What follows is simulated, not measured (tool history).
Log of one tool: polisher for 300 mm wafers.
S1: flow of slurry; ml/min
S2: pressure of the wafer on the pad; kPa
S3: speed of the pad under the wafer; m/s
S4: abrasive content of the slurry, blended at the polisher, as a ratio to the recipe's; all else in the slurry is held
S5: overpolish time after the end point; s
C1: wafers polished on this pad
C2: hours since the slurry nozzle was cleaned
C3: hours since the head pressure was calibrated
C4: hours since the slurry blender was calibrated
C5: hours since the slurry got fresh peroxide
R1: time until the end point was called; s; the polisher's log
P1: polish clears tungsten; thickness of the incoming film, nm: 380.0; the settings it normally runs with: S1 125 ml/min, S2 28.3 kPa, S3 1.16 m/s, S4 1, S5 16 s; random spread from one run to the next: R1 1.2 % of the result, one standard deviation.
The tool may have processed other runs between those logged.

run 1 hour=13.8 | S1=125 S2=28.3 S3=1.16 S4=1 S5=16 | C1=832 C2=317.5 C3=190.7 C4=65.8 C5=86.7 | R1=64.85
run 2 hour=20.2 | S1=125 S2=28.3 S3=1.16 S4=1 S5=16 | C1=874 C2=323.9 C3=197.1 C4=72.2 C5=93.1 | R1=65.62
run 3 hour=32.2 | S1=125 S2=28.3 S3=0.76 S4=1 S5=16 | C1=952 C2=335.9 C3=209.1 C4=84.2 C5=105.1 | R1=101.13
run 4 hour=42.9 | S1=125 S2=28.3 S3=1.16 S4=1 S5=16 | C1=1022 C2=346.6 C3=219.8 C4=94.9 C5=115.8 | R1=67.55
run 5 hour=54.4 | S1=200 S2=28.3 S3=1.16 S4=1 S5=16 | C1=1098 C2=358.1 C3=231.3 C4=106.4 C5=127.3 | R1=61.021
-- hour=55.5 head pressure recalibrated
run 6 hour=60.8 | S1=125 S2=37.2 S3=1.16 S4=1 S5=16 | C1=1139 C2=364.5 C3=5.4 C4=112.8 C5=133.7 | R1=50.35
run 7 hour=73.2 | S1=165 S2=28.3 S3=1.16 S4=1 S5=5 | C1=1220 C2=376.9 C3=17.8 C4=125.2 C5=146.1 | R1=61.612
run 8 hour=85.1 | S1=125 S2=14.5 S3=1.16 S4=1 S5=16 | C1=1298 C2=388.8 C3=29.7 C4=137.1 C5=158 | R1=126.77
run 9 hour=96.1 | S1=125 S2=28.3 S3=1.16 S4=1.35 S5=16 | C1=1370 C2=399.8 C3=40.7 C4=148.1 C5=169 | R1=61.344
run 10 hour=106 | S1=125 S2=28.3 S3=1.16 S4=0.55 S5=16 | C1=1435 C2=409.7 C3=50.6 C4=158 C5=178.9 | R1=75.762
run 11 hour=117.1 | S1=125 S2=28.3 S3=1.82 S4=1 S5=16 | C1=1507 C2=420.8 C3=61.7 C4=169.1 C5=190 | R1=41.975
run 12 hour=124.1 | S1=125 S2=28.3 S3=1.16 S4=1 S5=16 | C1=1553 C2=427.8 C3=68.7 C4=176.1 C5=197 | R1=67.304
-- hour=132.5 slurry tank refilled with fresh slurry and peroxide
run 13 hour=136 | S1=75 S2=28.3 S3=1.16 S4=1 S5=16 | C1=1631 C2=439.7 C3=80.6 C4=188 C5=3.5 | R1=74.269
run 14 hour=142.3 | S1=125 S2=28.3 S3=1.16 S4=1 S5=30 | C1=1672 C2=446 C3=86.9 C4=194.3 C5=9.8 | R1=67.078
run 15 hour=152.2 | S1=125 S2=28.3 S3=1.16 S4=1 S5=16 | C1=1737 C2=455.9 C3=96.8 C4=204.2 C5=19.7 | R1=65.935
run 16 hour=161.3 | S1=165 S2=28.3 S3=1.58 S4=1 S5=16 | C1=1796 C2=465 C3=105.9 C4=213.3 C5=28.8 | R1=44.752
run 17 hour=174 | S1=125 S2=28.3 S3=1.16 S4=1 S5=5 | C1=1879 C2=477.7 C3=118.6 C4=226 C5=41.5 | R1=66.81
run 18 hour=180.3 | S1=125 S2=28.3 S3=1.16 S4=1 S5=16 | C1=1921 C2=484 C3=124.9 C4=232.3 C5=47.8 | R1=66.392

For run 19, what comes out?
run 19 hour=186.9 | S1=125 S2=28.3 S3=1.16 S4=1 S5=16 | C1=1964 C2=490.6 C3=131.5 C4=238.9 C5=54.4 | R1=?

R1: 66.689 s
